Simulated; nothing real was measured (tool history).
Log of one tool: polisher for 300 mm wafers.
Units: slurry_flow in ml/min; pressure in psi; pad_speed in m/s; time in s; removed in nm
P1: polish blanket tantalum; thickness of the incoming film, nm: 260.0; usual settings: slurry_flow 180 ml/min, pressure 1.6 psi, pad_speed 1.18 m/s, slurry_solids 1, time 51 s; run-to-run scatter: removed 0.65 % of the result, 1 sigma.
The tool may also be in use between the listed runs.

run  hour  slurry_flow  pressure  pad_speed  slurry_solids  time  wafers polished on this pad  hours since the slurry nozzle was cleaned  hours since the head pressure was calibrated  hours since the slurry blender was calibrated  removed
  1   7.5          180       1.6       1.18              1    51                          293                                      306.7                                         123.2                                          280.4   74.078
  2  11.3          180       1.6       1.18            1.4    35                          325                                      310.5                                           127                                          284.2   55.765
  3  16.7          180       2.6       1.18              1    51                          370                                      315.9                                         132.4                                          289.6   120.76
  4  20.6          180       1.6       1.18              1    51                          403                                      319.8                                         136.3                                          293.5   73.733
  5  25.2          125       2.5       1.18              1    51                          441                                      324.4                                         140.9                                          298.1   108.32
  6  31.9          180       1.6       1.18              1    73                          497                                      331.1                                         147.6                                          304.8   105.89
  7  38.7          180       1.6       1.18           0.55    51                          554                                      337.9                                         154.4                                          311.6    60.22
  8  44.6          180       0.7       1.18              1    51                          603                                      343.8                                         160.3                                          317.5   32.497
  9  51.2          180       1.6       1.64              1    51                          658                                      350.4                                         166.9                                          324.1   102.99
 10  57.7          180       1.6       1.18              1    51                          712                                      356.9                                         173.4                                          330.6   73.317
 11  62.6          110       1.6       1.18              1    51                          753                                      361.8                                         178.3                                          335.5   67.861
 12  66.7          180       1.6       1.18           1.35    51                          787                                      365.9                                         182.4                                          339.6   80.473
 13    73          180       1.6       1.18              1    37                          840                                      372.2                                         188.7                                          345.9   53.178
 14  77.4          180       1.6       0.82              1    51                          877                                      376.6                                         193.1                                          350.3   51.531
 15  83.1          180       1.6       1.18              1    51                          924                                      382.3                                         198.8                                            356   73.252
 16  90.9          180       1.6       1.18              1    51                          989                                      390.1                                         206.6                                          363.8   74.086
 17    97          275       1.6       1.18              1    51                         1040                                      396.2                                         212.7                                          369.9   78.713

Forecast run 18:
 18  103.8          180       1.6       1.18              1    51                         1097                                        403                                         219.5                                          376.7        ?

Run 18 gave removed 74.144 nm.

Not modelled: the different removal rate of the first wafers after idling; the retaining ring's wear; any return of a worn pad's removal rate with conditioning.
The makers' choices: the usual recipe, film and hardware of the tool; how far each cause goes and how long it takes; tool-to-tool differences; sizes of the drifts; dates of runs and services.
